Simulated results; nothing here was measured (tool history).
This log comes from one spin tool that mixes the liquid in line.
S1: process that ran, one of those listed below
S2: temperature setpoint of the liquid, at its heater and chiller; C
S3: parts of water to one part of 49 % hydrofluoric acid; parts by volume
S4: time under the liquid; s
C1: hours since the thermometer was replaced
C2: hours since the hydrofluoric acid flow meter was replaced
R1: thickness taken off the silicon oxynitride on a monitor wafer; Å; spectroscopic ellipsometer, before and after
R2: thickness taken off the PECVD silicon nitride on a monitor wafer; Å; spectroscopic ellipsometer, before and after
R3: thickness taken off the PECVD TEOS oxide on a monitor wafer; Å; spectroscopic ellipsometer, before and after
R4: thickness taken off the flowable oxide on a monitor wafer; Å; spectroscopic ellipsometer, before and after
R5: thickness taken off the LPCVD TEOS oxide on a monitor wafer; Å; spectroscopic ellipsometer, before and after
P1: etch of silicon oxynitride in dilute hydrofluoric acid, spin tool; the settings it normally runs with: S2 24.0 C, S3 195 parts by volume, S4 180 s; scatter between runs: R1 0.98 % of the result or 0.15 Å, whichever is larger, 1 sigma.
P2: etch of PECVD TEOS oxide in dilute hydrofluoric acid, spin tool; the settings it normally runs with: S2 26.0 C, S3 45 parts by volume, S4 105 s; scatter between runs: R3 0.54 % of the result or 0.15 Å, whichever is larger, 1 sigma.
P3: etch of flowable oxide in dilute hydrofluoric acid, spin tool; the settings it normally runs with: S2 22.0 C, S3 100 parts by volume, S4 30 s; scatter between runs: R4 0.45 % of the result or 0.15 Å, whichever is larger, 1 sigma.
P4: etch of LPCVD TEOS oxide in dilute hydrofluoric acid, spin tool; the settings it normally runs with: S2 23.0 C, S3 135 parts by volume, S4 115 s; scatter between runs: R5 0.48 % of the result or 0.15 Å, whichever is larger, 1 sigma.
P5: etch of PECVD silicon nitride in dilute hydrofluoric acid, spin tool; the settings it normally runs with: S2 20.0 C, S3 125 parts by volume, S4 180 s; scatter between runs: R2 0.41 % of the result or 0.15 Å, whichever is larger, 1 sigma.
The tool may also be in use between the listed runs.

run   hour  S1    S2   S3   S4      C1     C2       R1       R2      R3       R4      R5
  1    9.4  P1  24.0  195  180  1303.4  375.9  24.4600
  2   21.8  P5  20.0  125  295  1315.8  388.3            81.607
  3   32.5  P1  24.0  195  360  1326.5  399.0  48.3970
  4   44.1  P2  26.0   45  105  1338.1  410.6                    238.35
  5   54.6  P1  32.0  195  180  1348.6  421.1  33.9270
  6   60.8  P2  31.5   45  105  1354.8  427.3                    299.87
  7   68.7  P2  26.0   45  105  1362.7  435.2                    237.51
  8   77.4  P3  22.0  100   15  1371.4  443.9                             58.575
  9   85.5  P2  26.0   45  175  1379.5  452.0                    398.97
 10   95.2  P1  24.0  195  180  1389.2  461.7  24.3020
 11  104.8  P1  24.0  195  180  1398.8  471.3  24.5570
 12  112.8  P4  23.0  135  175  1406.8  479.3                                     464.78
 13  119.0  P5  20.0   40  180  1413.0  485.5           152.230
     119.5  -- hydrofluoric acid flow meter replaced
 14  129.7  P1  24.0  195  180  1423.7   10.3  24.3420
 15  138.4  P2  26.0   20  105  1432.4   19.0                    556.08
 16  146.7  P1  24.0  350  180  1440.7   27.3  11.8860
 17  155.6  P4  23.0   75  115  1449.6   36.2                                     591.99
 18  165.7  P4  17.0  135  115  1459.7   46.3                                     242.81
 19  176.3  P4  23.0  135  115  1470.3   56.9                                     306.47
 20  185.1  P3  22.0  100   30  1479.1   65.7                            117.710
 21  194.4  P5  20.0  125  180  1488.4   75.0            49.904
 22  204.6  P1  24.0  195  180  1498.6   85.2  24.7710
 23  213.4  P3  22.0  100   30  1507.4   94.0                            116.450
 24  222.0  P1  17.0  195  180  1516.0  102.6  17.5440
 25  234.3  P5  17.0  125  180  1528.3  114.9            40.274
 26  246.9  P1  24.0  195  180  1540.9  127.5  24.3600
 27  258.6  P1  24.0  195   55  1552.6  139.2   7.4807
 28  270.5  P3  29.5  100   30  1564.5  151.1                            158.730
 29  281.1  P1  24.0  195  180  1575.1  161.7  24.1680
 30  292.5  P3  22.0   60   30  1586.5  173.1                            205.480
 31  302.7  P1  24.0  310  265  1596.7  183.3  20.8280
 32  308.6  P1  24.0  100  180  1602.6  189.2  51.2790
 33  318.5  P1  24.0  195  180  1612.5  199.1  24.4230
 34  324.7  P1  24.0  195  180  1618.7  205.3  24.8680
 35  334.5  P1  24.0  195  180  1628.5  215.1  25.4630
 36  340.7  P1  24.0  195  180  1634.7  221.3  25.6360
 37  349.1  P1  24.0  195  180  1643.1  229.7  25.7000
 38  358.7  P1  24.0  195  180  1652.7  239.3  26.3430
 39  368.7  P1  24.0  195  180  1662.7  249.3  26.2810
 40  374.4  P1  24.0  195  180  1668.4  255.0  26.4470
 41  381.3  P1  24.0  195  180  1675.3  261.9  25.9060
 42  392.4  P1  24.0  195  180  1686.4  273.0  26.0430
 43  401.0  P1  24.0  195  180  1695.0  281.6  26.2080

Compared with where it was, what P1 gives has crept away. Each cause listed below fits the log as well as the rest, at the size given for it:
A: liquid hotter than its thermometer reads (K) = 1.9
B: hydrofluoric acid flow above the setpoint (%) = 7.62
The process output started creeping at around hour 318.5.

Below are 4 check runs, each on a single wafer, with their results shown as question marks. Which of them would tell the listed causes apart, meaning the causes would give clearly different results under it?
check 1  409.6  P5  20.0  125  180               ?
check 2  409.6  P2  26.0   45  105                   ?
check 3  409.6  P4  23.0  135  115                           ?
check 4  409.6  P3  22.0  100   30                       ?

Outcome of each check run for each possible cause:
  check  result     if A     if B
check 1      R2   56.507   53.458
check 2      R3   257.57   257.90
check 3      R5   329.89   333.53
check 4      R4  126.890  127.620
Per-check spread between the two closest causes, in the result where they differ most: check 1 5.55 %; check 2 0.13 %; check 3 1.1 %; check 4 0.58 %
Check 1 tells the causes apart: in the others they would give nearly the same result.

After running check 1, the following was obtained: R2 53.541 Å. Which cause does this point to?

The correct cause is B, namely: hydrofluoric acid flow above the setpoint (%).
